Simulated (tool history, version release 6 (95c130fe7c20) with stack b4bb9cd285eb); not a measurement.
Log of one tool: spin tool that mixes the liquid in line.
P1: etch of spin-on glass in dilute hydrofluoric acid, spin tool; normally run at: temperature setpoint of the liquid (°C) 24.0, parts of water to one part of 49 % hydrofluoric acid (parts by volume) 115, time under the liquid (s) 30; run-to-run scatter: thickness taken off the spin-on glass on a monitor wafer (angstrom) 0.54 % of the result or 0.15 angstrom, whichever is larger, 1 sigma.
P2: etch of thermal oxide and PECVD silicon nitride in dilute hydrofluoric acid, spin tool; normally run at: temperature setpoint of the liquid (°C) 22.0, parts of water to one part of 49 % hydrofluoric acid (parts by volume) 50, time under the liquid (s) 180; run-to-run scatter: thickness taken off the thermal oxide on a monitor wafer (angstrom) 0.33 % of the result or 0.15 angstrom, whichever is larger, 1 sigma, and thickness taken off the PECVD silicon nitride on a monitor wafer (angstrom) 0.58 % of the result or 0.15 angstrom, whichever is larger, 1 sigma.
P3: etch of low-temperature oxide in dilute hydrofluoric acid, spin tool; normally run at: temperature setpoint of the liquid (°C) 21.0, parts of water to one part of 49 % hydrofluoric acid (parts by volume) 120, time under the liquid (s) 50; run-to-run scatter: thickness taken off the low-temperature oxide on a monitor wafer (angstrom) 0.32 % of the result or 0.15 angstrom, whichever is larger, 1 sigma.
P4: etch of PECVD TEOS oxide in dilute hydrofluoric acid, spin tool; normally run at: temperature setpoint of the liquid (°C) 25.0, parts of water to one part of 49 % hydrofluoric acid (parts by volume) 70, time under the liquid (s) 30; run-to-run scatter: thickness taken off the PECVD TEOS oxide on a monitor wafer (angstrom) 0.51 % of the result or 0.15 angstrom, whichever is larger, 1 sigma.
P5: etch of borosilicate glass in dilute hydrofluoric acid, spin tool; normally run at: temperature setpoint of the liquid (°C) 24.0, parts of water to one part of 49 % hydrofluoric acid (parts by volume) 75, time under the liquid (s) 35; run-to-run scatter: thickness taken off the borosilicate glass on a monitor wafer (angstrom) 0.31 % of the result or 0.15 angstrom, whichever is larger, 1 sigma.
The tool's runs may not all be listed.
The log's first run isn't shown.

run    day  process that ran  temperature setpoint of the liquid (°C)  parts of water to one part of 49 % hydrofluoric acid (parts by volume)  time under the liquid (s)  hours since the thermometer was replaced  hours since the hydrofluoric acid flow meter was replaced  thickness taken off the spin-on glass on a monitor wafer (angstrom)  thickness taken off the thermal oxide on a monitor wafer (angstrom)  thickness taken off the PECVD silicon nitride on a monitor wafer (angstrom)  thickness taken off the low-temperature oxide on a monitor wafer (angstrom)  thickness taken off the borosilicate glass on a monitor wafer (angstrom)  thickness taken off the PECVD TEOS oxide on a monitor wafer (angstrom)
  2  0.508                P1                                     17.0                                                                     115                         30                                     967.1                                                      471.5                                                               66.805
  3  0.938                P1                                     24.0                                                                     115                         30                                     977.4                                                      481.8                                                               88.584
  4  1.283                P2                                     22.0                                                                      50                         40                                     985.7                                                      490.1                                                                                                                                    36.046                                                                       38.537
  5  1.708                P1                                     24.0                                                                     180                         30                                     995.9                                                      500.3                                                               51.719
  6  2.121                P3                                     29.5                                                                     120                         50                                    1005.8                                                      510.2                                                                                                                                                                                                                                                                                             173.940
  7  2.421                P1                                     24.0                                                                     115                         30                                    1013.0                                                      517.4                                                               88.371
  8  2.838                P2                                     22.0                                                                      75                        180                                    1023.0                                                      527.4                                                                                                                                   105.040                                                                      117.070
  9  3.279                P5                                     24.0                                                                      30                         35                                    1033.6                                                      538.0                                                                                                                                                                                                                                                                                                                                                                        332.43
 10  3.575                P1                                     24.0                                                                      65                         50                                    1040.7                                                      545.1                                                              278.850
 11  3.904                P1                                     24.0                                                                     115                         30                                    1048.6                                                      553.0                                                               87.946
 12  4.279                P3                                     21.0                                                                     120                         15                                    1057.6                                                      562.0                                                                                                                                                                                                                                                                                              37.872
 13  4.729                P2                                     22.0                                                                      50                        180                                    1068.4                                                      572.8                                                                                                                                   163.690                                                                      174.530
 14  4.988                P2                                     17.0                                                                      50                        180                                    1074.6                                                      579.0                                                                                                                                   130.770                                                                      122.730
 15  5.208                P1                                     29.0                                                                     115                         45                                    1079.9                                                      584.3                                                              162.370
 16  5.625                P4                                     25.0                                                                      70                         15                                    1089.9                                                      594.3                                                                                                                                                                                                                                                                                                                                                                                                                                                43.278
 17  6.017                P1                                     24.0                                                                     115                         15                                    1099.3                                                      603.7                                                               43.958
     6.192  -- thermometer replaced
 18  6.400                P3                                     21.0                                                                     120                         50                                       5.1                                                      612.9                                                                                                                                                                                                                                                                                             125.630
 19  6.667                P1                                     24.0                                                                     115                         30                                      11.5                                                      619.3                                                               88.685

Run 20 comes next. What will it give?
 20  6.967                P1                                     24.0                                                                      70                         30                                      18.7                                                      626.5                                                                    ?

thickness taken off the spin-on glass on a monitor wafer (angstrom): 153.460
